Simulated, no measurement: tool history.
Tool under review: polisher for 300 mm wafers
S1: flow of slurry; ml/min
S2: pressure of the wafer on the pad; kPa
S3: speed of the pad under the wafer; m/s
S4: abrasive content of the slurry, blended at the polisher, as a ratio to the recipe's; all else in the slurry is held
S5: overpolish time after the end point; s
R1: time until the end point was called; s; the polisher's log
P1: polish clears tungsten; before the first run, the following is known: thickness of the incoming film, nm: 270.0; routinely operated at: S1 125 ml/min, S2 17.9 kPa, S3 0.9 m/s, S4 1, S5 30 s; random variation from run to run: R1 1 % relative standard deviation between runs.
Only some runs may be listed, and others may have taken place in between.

Run 1, hour 17.4: S1 125 ml/min, S2 17.9 kPa, S3 0.9 m/s, S4 1, S5 30 s. Result: R1 95.716 s.
Run 2, hour 26.4: S1 125 ml/min, S2 17.9 kPa, S3 0.42 m/s, S4 1, S5 30 s. Result: R1 203.87 s.
Run 3, hour 38.5: S1 125 ml/min, S2 17.9 kPa, S3 0.9 m/s, S4 1.2, S5 9 s. Result: R1 90.087 s.
At hour 39.2: slurry blender recalibrated.
Run 4, hour 49: S1 125 ml/min, S2 17.9 kPa, S3 0.9 m/s, S4 1, S5 30 s. Result: R1 92.405 s.
Run 5, hour 57.5: S1 75 ml/min, S2 17.9 kPa, S3 0.9 m/s, S4 1, S5 30 s. Result: R1 107.75 s.
Run 6, hour 67.8: S1 125 ml/min, S2 17.9 kPa, S3 0.9 m/s, S4 1.5, S5 30 s. Result: R1 86.007 s.
Run 7, hour 79.1: S1 125 ml/min, S2 17.9 kPa, S3 0.9 m/s, S4 1, S5 30 s. Result: R1 94.13 s.
Run 8, hour 92.3: S1 125 ml/min, S2 17.9 kPa, S3 0.9 m/s, S4 0.6, S5 30 s. Result: R1 105.61 s.
Run 9, hour 108.7: S1 125 ml/min, S2 17.9 kPa, S3 1.26 m/s, S4 1, S5 30 s. Result: R1 66.551 s.
Run 10, hour 119.3: S1 190 ml/min, S2 17.9 kPa, S3 0.9 m/s, S4 1, S5 30 s. Result: R1 88.059 s.
At hour 120.1: slurry tank refilled with fresh slurry and peroxide.
Run 11, hour 129.7: S1 125 ml/min, S2 17.9 kPa, S3 0.9 m/s, S4 1, S5 30 s. Result: R1 94.893 s.
Run 12, hour 142.8: S1 125 ml/min, S2 10.3 kPa, S3 0.9 m/s, S4 1, S5 30 s. Result: R1 162.41 s.
Run 13, hour 152: S1 125 ml/min, S2 17.9 kPa, S3 0.9 m/s, S4 1, S5 30 s. Result: R1 94.27 s.
Run 14, hour 169.4: S1 125 ml/min, S2 17.9 kPa, S3 0.9 m/s, S4 1, S5 9 s. Result: R1 93.235 s.
Run 15, hour 186.3: S1 125 ml/min, S2 26.9 kPa, S3 0.9 m/s, S4 1, S5 30 s. Result: R1 61.878 s.
Run 16, hour 203.2: S1 125 ml/min, S2 17.9 kPa, S3 0.9 m/s, S4 1, S5 30 s. Result: R1 93.66 s.
Run 17, hour 220.4: S1 125 ml/min, S2 17.9 kPa, S3 0.9 m/s, S4 1, S5 30 s. Result: R1 94.444 s.
Run 18, hour 230: S1 125 ml/min, S2 17.9 kPa, S3 0.9 m/s, S4 1, S5 58 s. Result: R1 93.392 s.
Run 19, hour 247.1: S1 125 ml/min, S2 17.9 kPa, S3 0.9 m/s, S4 1, S5 30 s. Result: R1 93.825 s.
Run 20, hour 256.2: S1 125 ml/min, S2 17.9 kPa, S3 0.9 m/s, S4 1, S5 30 s. Result: R1 94.557 s.
At hour 272.5: worn pad replaced by a new one.
Run 21, hour 274.5: S1 125 ml/min, S2 17.9 kPa, S3 0.9 m/s, S4 1, S5 30 s. Result: R1 97.898 s.

Run 22 has not been measured yet. What should we expect?
At hour 278.1: head pressure recalibrated.
Run 22, hour 284.1: S1 125 ml/min, S2 17.9 kPa, S3 0.9 m/s, S4 1, S5 30 s. Result: R1 ?.

For run 22 the tool returned R1 101.66 s.
